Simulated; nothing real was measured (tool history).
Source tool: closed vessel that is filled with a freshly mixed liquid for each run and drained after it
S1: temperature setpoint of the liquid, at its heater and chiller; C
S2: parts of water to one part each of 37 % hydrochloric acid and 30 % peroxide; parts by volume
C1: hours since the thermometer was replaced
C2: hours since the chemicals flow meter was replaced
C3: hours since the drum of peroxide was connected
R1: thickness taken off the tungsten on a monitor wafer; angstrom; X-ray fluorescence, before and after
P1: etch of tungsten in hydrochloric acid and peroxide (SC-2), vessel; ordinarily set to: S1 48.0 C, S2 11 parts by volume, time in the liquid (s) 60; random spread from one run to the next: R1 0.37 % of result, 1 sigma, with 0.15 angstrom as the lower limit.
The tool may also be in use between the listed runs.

Run 1, hour 13.2: S1 48.0 C, S2 11 parts by volume, time in the liquid (s) 60; C1 800.4; C2 346.9; C3 437.4. Result: R1 79.379 angstrom.
Run 2, hour 23.2: S1 48.0 C, S2 11 parts by volume, time in the liquid (s) 60; C1 810.4; C2 356.9; C3 447.4. Result: R1 80.330 angstrom.
Run 3, hour 34.8: S1 48.0 C, S2 11 parts by volume, time in the liquid (s) 60; C1 822.0; C2 368.5; C3 459.0. Result: R1 79.998 angstrom.
Run 4, hour 43.6: S1 48.0 C, S2 4 parts by volume, time in the liquid (s) 60; C1 830.8; C2 377.3; C3 467.8. Result: R1 172.920 angstrom.
Run 5, hour 50.3: S1 48.0 C, S2 11 parts by volume, time in the liquid (s) 60; C1 837.5; C2 384.0; C3 474.5. Result: R1 80.242 angstrom.
At hour 58.5: chemicals flow meter replaced.
Run 6, hour 62.3: S1 48.0 C, S2 20 parts by volume, time in the liquid (s) 60; C1 849.5; C2 3.8; C3 486.5. Result: R1 46.900 angstrom.
Run 7, hour 71.2: S1 35.5 C, S2 4 parts by volume, time in the liquid (s) 60; C1 858.4; C2 12.7; C3 495.4. Result: R1 71.959 angstrom.
Run 8, hour 79.8: S1 48.0 C, S2 11 parts by volume, time in the liquid (s) 30; C1 867.0; C2 21.3; C3 504.0. Result: R1 40.003 angstrom.
Run 9, hour 91.5: S1 48.0 C, S2 11 parts by volume, time in the liquid (s) 105; C1 878.7; C2 33.0; C3 515.7. Result: R1 140.500 angstrom.
Run 10, hour 98.7: S1 35.0 C, S2 11 parts by volume, time in the liquid (s) 60; C1 885.9; C2 40.2; C3 522.9. Result: R1 31.917 angstrom.
Run 11, hour 112.5: S1 56.0 C, S2 11 parts by volume, time in the liquid (s) 60; C1 899.7; C2 54.0; C3 536.7. Result: R1 135.580 angstrom.
Run 12, hour 122.7: S1 48.0 C, S2 11 parts by volume, time in the liquid (s) 60; C1 909.9; C2 64.2; C3 546.9. Result: R1 79.829 angstrom.

Run 13 comes next. What will it give?
Run 13, hour 131.3: S1 48.0 C, S2 11 parts by volume, time in the liquid (s) 60; C1 918.5; C2 72.8; C3 555.5. Result: R1 ?.

{"run 13": {"R1": 79.71}}
